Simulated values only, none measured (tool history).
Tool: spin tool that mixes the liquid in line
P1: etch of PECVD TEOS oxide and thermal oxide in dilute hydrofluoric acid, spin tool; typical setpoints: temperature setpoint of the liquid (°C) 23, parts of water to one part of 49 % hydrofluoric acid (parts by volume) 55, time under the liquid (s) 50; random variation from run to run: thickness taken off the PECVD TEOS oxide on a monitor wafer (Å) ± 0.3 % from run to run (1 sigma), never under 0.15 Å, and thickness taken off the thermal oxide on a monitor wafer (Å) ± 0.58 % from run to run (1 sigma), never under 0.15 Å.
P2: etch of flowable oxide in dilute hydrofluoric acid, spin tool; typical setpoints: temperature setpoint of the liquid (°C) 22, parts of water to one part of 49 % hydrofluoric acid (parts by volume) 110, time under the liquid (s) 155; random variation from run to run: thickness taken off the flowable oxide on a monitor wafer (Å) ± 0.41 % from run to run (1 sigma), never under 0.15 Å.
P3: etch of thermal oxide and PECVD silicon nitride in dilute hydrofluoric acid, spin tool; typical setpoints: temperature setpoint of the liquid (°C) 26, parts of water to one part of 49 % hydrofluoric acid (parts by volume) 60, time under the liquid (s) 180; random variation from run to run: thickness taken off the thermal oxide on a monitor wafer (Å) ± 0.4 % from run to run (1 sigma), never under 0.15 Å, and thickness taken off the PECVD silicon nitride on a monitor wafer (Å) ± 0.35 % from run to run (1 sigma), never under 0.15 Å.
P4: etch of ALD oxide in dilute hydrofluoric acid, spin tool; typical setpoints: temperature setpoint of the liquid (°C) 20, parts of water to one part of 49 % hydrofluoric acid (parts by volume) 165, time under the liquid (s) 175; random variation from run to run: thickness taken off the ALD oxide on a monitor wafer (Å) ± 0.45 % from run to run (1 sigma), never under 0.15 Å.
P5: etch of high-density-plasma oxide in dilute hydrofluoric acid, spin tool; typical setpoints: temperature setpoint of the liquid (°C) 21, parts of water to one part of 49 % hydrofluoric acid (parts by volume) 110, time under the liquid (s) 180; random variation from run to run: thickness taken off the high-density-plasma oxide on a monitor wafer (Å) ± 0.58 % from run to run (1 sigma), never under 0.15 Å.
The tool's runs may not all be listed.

run	day	process that ran	temperature setpoint of the liquid (°C)	parts of water to one part of 49 % hydrofluoric acid (parts by volume)	time under the liquid (s)	hours since the thermometer was replaced	hours since the hydrofluoric acid flow meter was replaced	thickness taken off the PECVD TEOS oxide on a monitor wafer (Å)	thickness taken off the thermal oxide on a monitor wafer (Å)	thickness taken off the ALD oxide on a monitor wafer (Å)	thickness taken off the PECVD silicon nitride on a monitor wafer (Å)	thickness taken off the flowable oxide on a monitor wafer (Å)	thickness taken off the high-density-plasma oxide on a monitor wafer (Å)
1	0.142	P1	23	55	50	1592.7	455.3	120.61	42.844				
2	0.338	P4	20	165	345	1597.4	460			234.5			
3	0.517	P1	27.5	55	50	1601.7	464.3	143.92	51.272				
4	0.633	P1	17	30	50	1604.5	467.1	174.74	62.28				
5	0.729	P3	26	85	180	1606.8	469.4		109.83		45.359		
6	0.925	P1	23	20	90	1611.5	474.1	618.25	220.09				
7	1.121	P1	23	55	50	1616.2	478.8	120.22	42.46				
8	1.317	P1	23	55	50	1620.9	483.5	119.7	42.151				
9	1.458	P1	23	55	50	1624.3	486.9	120.27	42.308				
10	1.621	P4	20	165	175	1628.2	490.8			117.17			
11	1.717	P2	22	110	35	1630.5	493.1					118.5	
12	1.833	P5	28.5	110	180	1633.3	495.9						118.52
13	1.925	P4	17	165	175	1635.5	498.1			103.55			
14	2.096	P1	17	55	50	1639.6	502.2	93.059	33.024				
15	2.283	P1	23	55	15	1644.1	506.7	36.108	12.476				
16	2.383	P1	23	55	95	1646.5	509.1	226.86	80.424				
# day 2.479: thermometer replaced
17	2.529	P4	20	275	175	1.3	512.6			64.042			
18	2.683	P1	23	55	50	5	516.3	119.24	41.747				
19	2.825	P2	22	110	155	8.4	519.7					519.47	
20	2.912	P3	33	60	180	10.5	521.8		210.32		99.541		
21	3.038	P5	21	30	180	13.5	524.8						362.62
22	3.146	P2	22	20	155	16.1	527.4					3200.1	
23	3.292	P1	23	25	50	19.6	530.9	273.17	96.812				
24	3.471	P3	26	60	360	23.9	535.2		321.22		127.57		
25	3.662	P4	20	165	175	28.5	539.8			117.03			
26	3.85	P3	26	60	180	33	544.3		161.06		63.82		
27	3.95	P5	21	110	180	35.4	546.7						90.053
28	4.142	P1	23	80	50	40	551.3	79.775	28.213				
29	4.3	P2	17	110	155	43.8	555.1					422.05	
30	4.488	P5	21	110	300	48.3	559.6						150.65
31	4.671	P1	23	55	50	52.7	564	119.34	42.704				
32	4.854	P1	23	55	50	57.1	568.4	123.77	43.785				
33	4.95	P1	23	55	50	59.4	570.7	125.68	44.358				
34	5.046	P1	23	55	50	61.7	573	125.22	44.69				
35	5.196	P1	23	55	50	65.3	576.6	125.95	44.345				
36	5.396	P1	23	55	50	70.1	581.4	126.41	44.728				
37	5.538	P1	23	55	50	73.5	584.8	126.79	45.025				
38	5.633	P1	23	55	50	75.8	587.1	127.17	45				
39	5.733	P1	23	55	50	78.2	589.5	127.09	44.667				

Something has made what P1 gives creep away from where it was; the 2 causes below, each at its own stated size, fit the log equally well:
A: liquid hotter than its thermometer reads (K) = 1.43
B: hydrofluoric acid flow above the setpoint (%) = 5.64
The drift started at roughly day 4.671.

The check runs listed below each take one wafer, and their results are still question marks. Under which run would the listed causes lead to clearly different results?
check 1	5.833	P3	26	60	280				?		?		
check 2	5.833	P2	17	30	155							?	
check 3	5.833	P4	17	165	290					?			
check 4	5.833	P5	21	45	245								?

If the cause were each of the candidates in turn, the checks would give the following:
check	result	if A	if B
check 1	thickness taken off the thermal oxide on a monitor wafer (Å)	264	264.56
check 1	thickness taken off the PECVD silicon nitride on a monitor wafer (Å)	109.14	104.86
check 2	thickness taken off the flowable oxide on a monitor wafer (Å)	1814.8	1803.8
check 3	thickness taken off the ALD oxide on a monitor wafer (Å)	183.69	184.72
check 4	thickness taken off the high-density-plasma oxide on a monitor wafer (Å)	342.48	341.67
Minimum pairwise separation of causes per check, each pair taken at its best-separating result: check 1 4 %; check 2 0.61 %; check 3 0.56 %; check 4 0.24 %
Check 1 distinguishes between the causes, while the remaining checks would return nearly the same result for all of them.

With check 1 done, the readings were: thickness taken off the thermal oxide on a monitor wafer (Å) 263.6; thickness taken off the PECVD silicon nitride on a monitor wafer (Å) 110.02. Identify which of the listed causes applies.

It was cause A: liquid hotter than its thermometer reads (K).
